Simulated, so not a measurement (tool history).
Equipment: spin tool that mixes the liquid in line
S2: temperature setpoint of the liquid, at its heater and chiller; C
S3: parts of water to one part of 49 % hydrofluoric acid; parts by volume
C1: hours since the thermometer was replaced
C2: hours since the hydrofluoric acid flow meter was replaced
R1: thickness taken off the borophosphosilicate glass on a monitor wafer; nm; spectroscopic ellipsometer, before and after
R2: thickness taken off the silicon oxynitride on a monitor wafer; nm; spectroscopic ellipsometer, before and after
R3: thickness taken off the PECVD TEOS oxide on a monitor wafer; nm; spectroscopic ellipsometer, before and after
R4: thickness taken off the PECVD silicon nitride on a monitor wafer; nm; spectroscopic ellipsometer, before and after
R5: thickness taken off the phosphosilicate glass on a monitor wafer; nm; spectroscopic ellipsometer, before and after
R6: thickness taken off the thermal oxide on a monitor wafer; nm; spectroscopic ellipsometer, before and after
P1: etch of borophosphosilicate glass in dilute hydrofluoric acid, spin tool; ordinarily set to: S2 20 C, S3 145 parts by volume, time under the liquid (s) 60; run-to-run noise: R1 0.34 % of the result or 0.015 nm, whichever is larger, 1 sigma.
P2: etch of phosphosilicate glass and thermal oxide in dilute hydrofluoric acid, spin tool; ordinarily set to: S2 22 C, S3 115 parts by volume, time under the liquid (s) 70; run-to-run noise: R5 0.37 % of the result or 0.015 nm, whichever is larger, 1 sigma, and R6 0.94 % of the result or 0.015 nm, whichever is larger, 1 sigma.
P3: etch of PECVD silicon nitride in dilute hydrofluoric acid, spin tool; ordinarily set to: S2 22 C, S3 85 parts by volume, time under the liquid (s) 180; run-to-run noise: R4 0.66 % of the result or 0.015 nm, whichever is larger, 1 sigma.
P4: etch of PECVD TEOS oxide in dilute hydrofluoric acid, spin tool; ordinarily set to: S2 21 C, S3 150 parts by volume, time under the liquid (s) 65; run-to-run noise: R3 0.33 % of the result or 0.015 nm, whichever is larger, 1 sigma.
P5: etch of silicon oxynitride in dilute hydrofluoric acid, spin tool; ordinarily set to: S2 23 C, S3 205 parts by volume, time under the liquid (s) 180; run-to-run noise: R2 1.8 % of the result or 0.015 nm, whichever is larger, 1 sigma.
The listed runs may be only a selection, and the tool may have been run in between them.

{"run": 1, "hour": 16.0, "process that ran": "P1", "S2": 20, "S3": 145, "time under the liquid (s)": 60, "C1": 695, "C2": 841.9, "R1": 19.958}
{"run": 2, "hour": 29.3, "process that ran": "P5", "S2": 17, "S3": 205, "time under the liquid (s)": 180, "C1": 708.3, "C2": 855.2, "R2": 1.0125}
{"run": 3, "hour": 37.4, "process that ran": "P5", "S2": 23, "S3": 365, "time under the liquid (s)": 180, "C1": 716.4, "C2": 863.3, "R2": 0.69984}
{"run": 4, "hour": 46.2, "process that ran": "P1", "S2": 20, "S3": 60, "time under the liquid (s)": 60, "C1": 725.2, "C2": 872.1, "R1": 53.048}
{"run": 5, "hour": 56.2, "process that ran": "P1", "S2": 24, "S3": 145, "time under the liquid (s)": 60, "C1": 735.2, "C2": 882.1, "R1": 23.273}
{"run": 6, "hour": 63.8, "process that ran": "P1", "S2": 20, "S3": 145, "time under the liquid (s)": 20, "C1": 742.8, "C2": 889.7, "R1": 6.6605}
{"run": 7, "hour": 75.3, "process that ran": "P4", "S2": 21, "S3": 260, "time under the liquid (s)": 65, "C1": 754.3, "C2": 901.2, "R3": 4.4053}
{"run": 8, "hour": 83.7, "process that ran": "P1", "S2": 20, "S3": 145, "time under the liquid (s)": 115, "C1": 762.7, "C2": 909.6, "R1": 38.251}
{"run": 9, "hour": 90.8, "process that ran": "P4", "S2": 21, "S3": 150, "time under the liquid (s)": 100, "C1": 769.8, "C2": 916.7, "R3": 13.155}
{"run": 10, "hour": 105.7, "process that ran": "P5", "S2": 23, "S3": 205, "time under the liquid (s)": 180, "C1": 784.7, "C2": 931.6, "R2": 1.3183}
{"run": 11, "hour": 118.5, "process that ran": "P3", "S2": 22, "S3": 85, "time under the liquid (s)": 180, "C1": 797.5, "C2": 944.4, "R4": 3.9537}
{"run": 12, "hour": 130.3, "process that ran": "P3", "S2": 26.5, "S3": 85, "time under the liquid (s)": 180, "C1": 809.3, "C2": 956.2, "R4": 5.355}
{"run": 13, "hour": 146.4, "process that ran": "P1", "S2": 20, "S3": 145, "time under the liquid (s)": 60, "C1": 825.4, "C2": 972.3, "R1": 20.014}
{"run": 14, "hour": 161.0, "process that ran": "P1", "S2": 17, "S3": 145, "time under the liquid (s)": 30, "C1": 840, "C2": 986.9, "R1": 8.8727}
{"run": 15, "hour": 168.9, "process that ran": "P4", "S2": 17, "S3": 150, "time under the liquid (s)": 65, "C1": 847.9, "C2": 994.8, "R3": 7.2291}
{"run": 16, "hour": 179.1, "process that ran": "P1", "S2": 20, "S3": 260, "time under the liquid (s)": 60, "C1": 858.1, "C2": 1005, "R1": 9.8995}
{"run": 17, "hour": 186.5, "process that ran": "P3", "S2": 22, "S3": 85, "time under the liquid (s)": 30, "C1": 865.5, "C2": 1012.4, "R4": 0.64121}
{"run": 18, "hour": 201.0, "process that ran": "P3", "S2": 22, "S3": 85, "time under the liquid (s)": 180, "C1": 880, "C2": 1026.9, "R4": 3.9377}
{"run": 19, "hour": 210.2, "process that ran": "P2", "S2": 17, "S3": 115, "time under the liquid (s)": 70, "C1": 889.2, "C2": 1036.1, "R5": 26.687, "R6": 2.1035}
{"run": 20, "hour": 218.2, "process that ran": "P2", "S2": 22, "S3": 115, "time under the liquid (s)": 70, "C1": 897.2, "C2": 1044.1, "R5": 32.664, "R6": 2.5764}
{"run": 21, "hour": 231.3, "process that ran": "P2", "S2": 22, "S3": 20, "time under the liquid (s)": 70, "C1": 910.3, "C2": 1057.2, "R5": 211.29, "R6": 16.808}
{"run": 22, "hour": 239.4, "process that ran": "P3", "S2": 22, "S3": 20, "time under the liquid (s)": 180, "C1": 918.4, "C2": 1065.3, "R4": 16.162}
{"run": 23, "hour": 254.9, "process that ran": "P5", "S2": 23, "S3": 205, "time under the liquid (s)": 180, "C1": 933.9, "C2": 1080.8, "R2": 1.3168}
{"run": 24, "hour": 265.0, "process that ran": "P1", "S2": 17, "S3": 145, "time under the liquid (s)": 60, "C1": 944, "C2": 1090.9, "R1": 17.874}

Expected results for the next run?
{"run": 25, "hour": 272.1, "process that ran": "P1", "S2": 20, "S3": 145, "time under the liquid (s)": 60, "C1": 951.1, "C2": 1098, "R1": "?"}

{"run 25": {"R1": 20.009}}
